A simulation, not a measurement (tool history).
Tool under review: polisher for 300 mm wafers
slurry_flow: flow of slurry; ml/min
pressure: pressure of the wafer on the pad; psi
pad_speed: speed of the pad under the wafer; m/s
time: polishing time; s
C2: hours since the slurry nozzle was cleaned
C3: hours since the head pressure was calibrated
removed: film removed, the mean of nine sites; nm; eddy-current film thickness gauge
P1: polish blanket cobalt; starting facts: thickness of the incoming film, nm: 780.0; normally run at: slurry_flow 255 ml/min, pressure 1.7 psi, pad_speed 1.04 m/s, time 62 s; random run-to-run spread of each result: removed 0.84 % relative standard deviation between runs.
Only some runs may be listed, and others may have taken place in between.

Run 1, hour 8.5: slurry_flow 255 ml/min, pressure 1.7 psi, pad_speed 1.04 m/s, time 62 s; wafers polished on this pad 580; C2 130.6; C3 592.0. Result: removed 301.77 nm.
Run 2, hour 16.4: slurry_flow 255 ml/min, pressure 1.7 psi, pad_speed 1.54 m/s, time 62 s; wafers polished on this pad 624; C2 138.5; C3 599.9. Result: removed 450.17 nm.
Run 3, hour 22.5: slurry_flow 255 ml/min, pressure 1.7 psi, pad_speed 0.54 m/s, time 62 s; wafers polished on this pad 658; C2 144.6; C3 606.0. Result: removed 156.15 nm.
Run 4, hour 31.5: slurry_flow 255 ml/min, pressure 1.7 psi, pad_speed 1.04 m/s, time 62 s; wafers polished on this pad 708; C2 153.6; C3 615.0. Result: removed 303.34 nm.
Run 5, hour 41.8: slurry_flow 255 ml/min, pressure 1.7 psi, pad_speed 1.04 m/s, time 62 s; wafers polished on this pad 766; C2 163.9; C3 625.3. Result: removed 297.17 nm.
Run 6, hour 48.2: slurry_flow 255 ml/min, pressure 1.7 psi, pad_speed 1.04 m/s, time 28 s; wafers polished on this pad 802; C2 170.3; C3 631.7. Result: removed 135.87 nm.
Run 7, hour 56.8: slurry_flow 155 ml/min, pressure 1.7 psi, pad_speed 1.04 m/s, time 97 s; wafers polished on this pad 850; C2 178.9; C3 640.3. Result: removed 446.54 nm.
Run 8, hour 62.7: slurry_flow 255 ml/min, pressure 0.8 psi, pad_speed 1.04 m/s, time 62 s; wafers polished on this pad 883; C2 184.8; C3 646.2. Result: removed 142.69 nm.
Run 9, hour 73.1: slurry_flow 155 ml/min, pressure 1.7 psi, pad_speed 1.04 m/s, time 62 s; wafers polished on this pad 941; C2 195.2; C3 656.6. Result: removed 281.02 nm.
Run 10, hour 79.5: slurry_flow 255 ml/min, pressure 1.7 psi, pad_speed 1.04 m/s, time 62 s; wafers polished on this pad 977; C2 201.6; C3 663.0. Result: removed 305.15 nm.
Run 11, hour 88.7: slurry_flow 255 ml/min, pressure 1.7 psi, pad_speed 1.04 m/s, time 62 s; wafers polished on this pad 1028; C2 210.8; C3 672.2. Result: removed 309.02 nm.
Run 12, hour 99.7: slurry_flow 255 ml/min, pressure 1.7 psi, pad_speed 1.04 m/s, time 85 s; wafers polished on this pad 1090; C2 221.8; C3 683.2. Result: removed 420.51 nm.

What does the tool deliver on the next run?
At hour 104.8: slurry nozzle cleaned.
Run 13, hour 104.8: slurry_flow 255 ml/min, pressure 2.4 psi, pad_speed 1.04 m/s, time 62 s; wafers polished on this pad 1118; C2 0.0; C3 688.3. Result: removed ?.

{"run 13": {"removed": 430.61}}
